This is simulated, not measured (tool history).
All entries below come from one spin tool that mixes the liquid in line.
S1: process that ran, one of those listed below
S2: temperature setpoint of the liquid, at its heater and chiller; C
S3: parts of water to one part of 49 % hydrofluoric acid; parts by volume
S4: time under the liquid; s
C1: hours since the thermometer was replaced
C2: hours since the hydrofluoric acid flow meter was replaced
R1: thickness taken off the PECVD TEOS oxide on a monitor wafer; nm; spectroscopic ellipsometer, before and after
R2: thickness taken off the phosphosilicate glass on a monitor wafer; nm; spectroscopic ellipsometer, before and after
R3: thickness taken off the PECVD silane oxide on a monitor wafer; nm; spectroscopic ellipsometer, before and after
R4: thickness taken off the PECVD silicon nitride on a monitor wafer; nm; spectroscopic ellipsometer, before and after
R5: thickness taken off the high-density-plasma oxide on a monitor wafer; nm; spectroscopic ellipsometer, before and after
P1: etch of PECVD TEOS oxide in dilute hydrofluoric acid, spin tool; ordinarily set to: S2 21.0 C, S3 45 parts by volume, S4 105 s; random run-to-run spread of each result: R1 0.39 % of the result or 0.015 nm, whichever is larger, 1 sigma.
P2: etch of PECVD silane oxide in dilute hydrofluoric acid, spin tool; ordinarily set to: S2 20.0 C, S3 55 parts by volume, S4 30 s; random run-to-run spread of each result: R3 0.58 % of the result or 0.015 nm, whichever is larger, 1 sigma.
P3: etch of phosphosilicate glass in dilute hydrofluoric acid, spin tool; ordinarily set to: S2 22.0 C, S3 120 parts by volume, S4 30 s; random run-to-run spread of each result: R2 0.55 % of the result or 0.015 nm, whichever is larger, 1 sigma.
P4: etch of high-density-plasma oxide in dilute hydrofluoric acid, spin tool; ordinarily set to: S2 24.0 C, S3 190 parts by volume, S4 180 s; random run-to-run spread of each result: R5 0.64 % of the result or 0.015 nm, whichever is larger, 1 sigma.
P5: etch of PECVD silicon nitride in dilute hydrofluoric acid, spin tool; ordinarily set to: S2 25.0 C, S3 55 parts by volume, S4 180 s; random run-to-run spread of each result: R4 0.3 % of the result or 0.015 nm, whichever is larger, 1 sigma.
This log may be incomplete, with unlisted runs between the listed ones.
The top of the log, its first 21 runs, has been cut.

run	hour	S1	S2	S3	S4	C1	C2	R1	R2	R3	R4	R5
22	84.1	P2	20.0	55	30	818.8	425.3			13.9800		
23	87.3	P1	21.0	45	45	822.0	428.5	12.100				
24	90.8	P1	21.0	45	105	825.5	432.0	28.276				
25	94.4	P4	18.0	190	180	829.1	435.6					3.5053
26	99.2	P5	25.0	55	180	833.9	440.4				12.4770	
27	103.3	P2	17.0	55	30	838.0	444.5			12.3220		
28	106.5	P5	31.0	55	180	841.2	447.7				18.5230	
29	111.6	P1	21.0	45	105	846.3	452.8	27.983				
30	114.9	P1	28.5	45	105	849.6	456.1	38.481				
31	120.1	P1	21.0	45	105	854.8	461.3	28.138				
32	123.8	P4	24.0	190	350	858.5	465.0					8.5239
33	128.9	P3	22.0	120	30	863.6	470.1		43.294			
34	133.2	P2	20.0	55	30	867.9	474.4			13.8870		
35	135.8	P3	22.0	120	30	870.5	477.0		43.391			
36	141.1	P1	21.0	45	105	875.8	482.3	28.276				
37	146.0	P1	21.0	45	105	880.7	487.2	29.415				

Estimate the outcome of run 38 from the log above:
38	149.8	P1	21.0	45	105	884.5	491.0	?				

For run 38 the tool returned R1 30.053 nm.
